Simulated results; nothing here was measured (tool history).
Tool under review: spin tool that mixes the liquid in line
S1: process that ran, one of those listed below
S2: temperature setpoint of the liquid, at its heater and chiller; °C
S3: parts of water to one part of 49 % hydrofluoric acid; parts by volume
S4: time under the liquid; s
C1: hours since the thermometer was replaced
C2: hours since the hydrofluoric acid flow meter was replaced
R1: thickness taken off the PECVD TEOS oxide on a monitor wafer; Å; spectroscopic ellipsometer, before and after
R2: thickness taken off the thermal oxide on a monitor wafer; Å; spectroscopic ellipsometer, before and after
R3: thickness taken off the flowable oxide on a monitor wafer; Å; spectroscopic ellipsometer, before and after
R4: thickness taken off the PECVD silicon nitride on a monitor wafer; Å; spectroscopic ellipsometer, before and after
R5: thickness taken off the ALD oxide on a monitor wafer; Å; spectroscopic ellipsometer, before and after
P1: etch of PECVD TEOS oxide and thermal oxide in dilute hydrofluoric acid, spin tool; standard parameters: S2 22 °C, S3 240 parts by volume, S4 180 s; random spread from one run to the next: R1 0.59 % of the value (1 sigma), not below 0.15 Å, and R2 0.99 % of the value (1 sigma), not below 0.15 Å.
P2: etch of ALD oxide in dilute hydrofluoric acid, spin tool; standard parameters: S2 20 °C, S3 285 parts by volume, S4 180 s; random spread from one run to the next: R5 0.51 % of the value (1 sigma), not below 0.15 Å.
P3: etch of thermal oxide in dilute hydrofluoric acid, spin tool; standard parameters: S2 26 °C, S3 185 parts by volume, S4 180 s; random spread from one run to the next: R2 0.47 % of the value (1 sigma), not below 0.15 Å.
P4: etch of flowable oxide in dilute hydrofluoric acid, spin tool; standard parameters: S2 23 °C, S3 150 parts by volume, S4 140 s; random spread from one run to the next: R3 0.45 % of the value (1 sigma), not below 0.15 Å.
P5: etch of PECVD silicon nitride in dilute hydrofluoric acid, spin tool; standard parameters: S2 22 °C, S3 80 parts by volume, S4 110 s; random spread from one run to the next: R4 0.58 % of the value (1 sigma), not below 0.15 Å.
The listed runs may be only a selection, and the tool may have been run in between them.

run   hour  S1    S2   S3   S4      C1     C2      R1      R2      R3      R4      R5
  1    3.3  P1    22  240  180   983.1  234.1  51.751  27.137
  2    8.9  P4    23  150  140   988.7  239.7                  266.42
  3   14.8  P5    22  130  110   994.6  245.6                          28.026
  4   19.9  P5    17   80  110   999.7  250.7                          32.022
  5   23.8  P4    23  150  140  1003.6  254.6                  264.01
  6   26.4  P4    23  210  140  1006.2  257.2                  177.64
  7   30.1  P1    28  240  180  1009.9  260.9  64.033  34.018
  8   33.3  P2    20  285   20  1013.1  264.1                                  9.3623
  9   39.2  P2    20  285  180    1019    270                                  82.132
 10   42.5  P3    18  185  180  1022.3  273.3          31.686
 11   47.2  P3    26  330  180    1027    278           20.75
 12   52.3  P5    22   80  110  1032.1  283.1                          44.755
 13   55.7  P2    20  285  180  1035.5  286.5                                  82.296
 14   58.4  P2    20  450  180  1038.2  289.2                                  45.565
 15   62.9  P1    22  160   85  1042.7  293.7   39.89  20.875
 16   68.5  P1    22  240  325  1048.3  299.3  93.468  48.267
 17   73.1  P5    22   80   25  1052.9  303.9                          10.064
 18     79  P1    22  330  180  1058.8  309.8  34.519  18.105
 19   84.1  P4    17  150  140  1063.9  314.9                   208.3
 20   86.9  P5    22   80  110  1066.7  317.7                          44.418
 21   92.1  P1  17.5  240  180  1071.9  322.9  43.821  22.816
 22   95.1  P1    22   95  180  1074.9  325.9  153.57  80.874
 23   98.3  P4    23  150   15  1078.1  329.1                  28.593
 24  102.6  P1    22  240  180  1082.4  333.4   52.17  26.954
 25  108.2  P1    22  240  180    1088    339  51.493  27.286
 26  112.5  P1    22  240  180  1092.3  343.3  51.756  27.857
 27  115.2  P3    26  185  180    1095    346          43.378
 28  119.9  P1    22  240   85  1099.7  350.7  24.262  12.912
 29  125.3  P1    22  240  180  1105.1  356.1    51.6  27.557
 30  129.1  P3    26  185   15  1108.9  359.9          3.4077
 31  133.2  P1    22  240  180    1113    364  51.364  27.213
 32  137.4  P2  26.5  285  180  1117.2  368.2                                  103.43
 33  142.5  P1    22  240  180  1122.3  373.3  51.251  27.246
 34  147.4  P1    22  240  180  1127.2  378.2  51.745  27.136
 35  152.5  P1    22  240  180  1132.3  383.3  53.845  28.108
 36  157.2  P1    22  240  180    1137    388  55.364  29.376
 37  162.2  P1    22  240  180    1142    393  55.798   29.17
 38  167.2  P1    22  240  180    1147    398  56.289  29.876
 39  169.9  P1    22  240  180  1149.7  400.7  55.703  29.947
 40  172.6  P1    22  240  180  1152.4  403.4  56.982  28.783

What P1 gives has crept away from where it was. These 2 causes fit the log equally well, each at the size given:
A: liquid hotter than its thermometer reads (K) = 2.19
B: hydrofluoric acid flow above the setpoint (%) = 6.69
Creep in the process output first set in at about hour 147.4.

The check runs listed below each take one wafer, and their results are still question marks. Under which run would the listed causes lead to clearly different results?
check 1  175.3  P4    17  150   15                   ?
check 2  175.3  P2    25  285   80                           ?
check 3  175.3  P5  17.5   80  110                       ?
check 4  175.3  P3    26  235   15               ?

Predicted outcomes, by check and by cause:
  check  result    if A    if B
check 1      R3  24.428  24.068
check 2      R5  47.214    47.6
check 3      R4  38.515  35.233
check 4      R2  2.8879  2.9009
Gap, in per cent, between the two causes that each check separates least, read from the result that separates them most: check 1 1.48 %; check 2 0.81 %; check 3 8.91 %; check 4 0.45 %
Only check 3 tells the causes apart: in the others they would give nearly the same result.

Here is what check 3 returned: R4 34.879 Å. Which cause is it?

The correct cause is B, namely: hydrofluoric acid flow above the setpoint (%).
